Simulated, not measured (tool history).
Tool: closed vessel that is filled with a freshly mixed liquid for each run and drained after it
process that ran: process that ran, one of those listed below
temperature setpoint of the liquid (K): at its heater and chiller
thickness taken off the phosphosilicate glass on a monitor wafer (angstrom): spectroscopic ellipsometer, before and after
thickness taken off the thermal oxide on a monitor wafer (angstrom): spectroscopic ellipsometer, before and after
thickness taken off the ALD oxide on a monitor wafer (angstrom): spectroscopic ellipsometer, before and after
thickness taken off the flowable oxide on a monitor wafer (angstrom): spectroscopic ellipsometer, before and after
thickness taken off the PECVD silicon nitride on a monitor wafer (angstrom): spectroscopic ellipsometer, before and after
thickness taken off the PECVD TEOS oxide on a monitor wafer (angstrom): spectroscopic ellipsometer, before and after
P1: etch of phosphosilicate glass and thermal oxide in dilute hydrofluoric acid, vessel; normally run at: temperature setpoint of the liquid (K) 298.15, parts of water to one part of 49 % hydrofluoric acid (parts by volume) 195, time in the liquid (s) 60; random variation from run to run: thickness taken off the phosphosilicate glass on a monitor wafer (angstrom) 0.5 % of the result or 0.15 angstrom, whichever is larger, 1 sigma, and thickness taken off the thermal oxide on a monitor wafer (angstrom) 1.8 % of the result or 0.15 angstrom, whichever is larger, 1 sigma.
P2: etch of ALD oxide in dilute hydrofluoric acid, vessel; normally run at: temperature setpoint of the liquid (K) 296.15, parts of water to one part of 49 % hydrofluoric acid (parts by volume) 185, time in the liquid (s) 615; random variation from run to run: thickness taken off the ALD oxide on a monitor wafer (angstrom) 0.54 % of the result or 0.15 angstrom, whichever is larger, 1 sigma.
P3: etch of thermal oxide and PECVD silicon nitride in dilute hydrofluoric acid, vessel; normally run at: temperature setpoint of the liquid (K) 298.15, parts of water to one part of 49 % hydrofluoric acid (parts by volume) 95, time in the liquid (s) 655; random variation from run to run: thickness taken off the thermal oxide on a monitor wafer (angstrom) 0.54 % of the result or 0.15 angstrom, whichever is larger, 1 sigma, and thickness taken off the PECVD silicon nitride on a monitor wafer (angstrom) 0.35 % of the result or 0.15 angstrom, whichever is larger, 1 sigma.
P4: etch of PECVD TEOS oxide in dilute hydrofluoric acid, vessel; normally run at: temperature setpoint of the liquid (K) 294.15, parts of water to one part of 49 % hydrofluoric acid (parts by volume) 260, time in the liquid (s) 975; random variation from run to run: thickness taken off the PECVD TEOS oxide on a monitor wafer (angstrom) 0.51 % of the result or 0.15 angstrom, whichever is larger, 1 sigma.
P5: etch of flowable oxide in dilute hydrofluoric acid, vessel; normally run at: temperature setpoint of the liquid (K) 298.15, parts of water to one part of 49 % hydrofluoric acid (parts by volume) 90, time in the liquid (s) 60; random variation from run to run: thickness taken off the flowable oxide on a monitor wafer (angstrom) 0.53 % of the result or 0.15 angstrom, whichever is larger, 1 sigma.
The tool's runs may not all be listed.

run   hour  process that ran  temperature setpoint of the liquid (K)  parts of water to one part of 49 % hydrofluoric acid (parts by volume)  time in the liquid (s)  thickness taken off the phosphosilicate glass on a monitor wafer (angstrom)  thickness taken off the thermal oxide on a monitor wafer (angstrom)  thickness taken off the ALD oxide on a monitor wafer (angstrom)  thickness taken off the flowable oxide on a monitor wafer (angstrom)  thickness taken off the PECVD silicon nitride on a monitor wafer (angstrom)  thickness taken off the PECVD TEOS oxide on a monitor wafer (angstrom)
  1    3.7                P1                                  298.15                                                                     195                      60                                                                      175.940                                                              13.2620
  2    8.3                P1                                  305.65                                                                     195                      30                                                                      114.310                                                               8.9048
  3   11.4                P2                                  296.15                                                                     185                     615                                                                                                                                                                                                             463.15
  4   15.8                P5                                  298.15                                                                      90                      60                                                                                                                                                                                                                                                                                  161.330
  5   20.6                P3                                  298.15                                                                     150                     655                                                                                                                                          212.4200                                                                                                                                                                                                              98.751
  6   27.0                P1                                  298.15                                                                     195                      90                                                                      264.160                                                              20.3180
  7   33.3                P4                                  294.15                                                                      85                     975                                                                                                                                                                                                                                                                                                                                                                                                                                       1830.20
  8   39.1                P1                                  292.65                                                                     195                      60                                                                      142.900                                                              11.1430
  9   44.2                P1                                  298.15                                                                     195                      60                                                                      173.690                                                              13.0290
 10   50.8                P1                                  293.65                                                                     340                      60                                                                       74.186                                                               5.7097
 11   56.8                P5                                  298.15                                                                     140                      60                                                                                                                                                                                                                                                                                   98.774
 12   59.9                P3                                  294.65                                                                      95                     655                                                                                                                                          313.9200                                                                                                                                                                                                             123.100
 13   66.3                P1                                  298.15                                                                     115                      60                                                                      323.730                                                              25.8400
 14   72.7                P4                                  294.15                                                                     260                     975                                                                                                                                                                                                                                                                                                                                                                                                                                        494.96
 15   77.1                P2                                  300.15                                                                     185                     615                                                                                                                                                                                                             535.40
 16   83.7                P1                                  303.65                                                                     195                      60                                                                      212.220                                                              16.7360
 17   89.8                P1                                  298.15                                                                     195                      30                                                                       87.448                                                               6.6922
 18   93.0                P1                                  298.15                                                                     285                      60                                                                      108.880                                                               8.1197
 19   96.1                P1                                  298.15                                                                     195                      60                                                                      172.760                                                              13.6620
 20   99.3                P4                                  298.15                                                                     260                     975                                                                                                                                                                                                                                                                                                                                                                                                                                        572.21
 21  106.0                P3                                  298.15                                                                      95                     180                                                                                                                                           98.3890                                                                                                                                                                                                              42.454
 22  109.2                P3                                  298.15                                                                      95                     655                                                                                                                                          359.8900                                                                                                                                                                                                             154.940

Run 23 comes next. What will it give?
 23  115.5                P2                                  296.15                                                                     300                     615                                                                                                                                                                                                                  ?

Run 23 gave thickness taken off the ALD oxide on a monitor wafer (angstrom) 254.74.
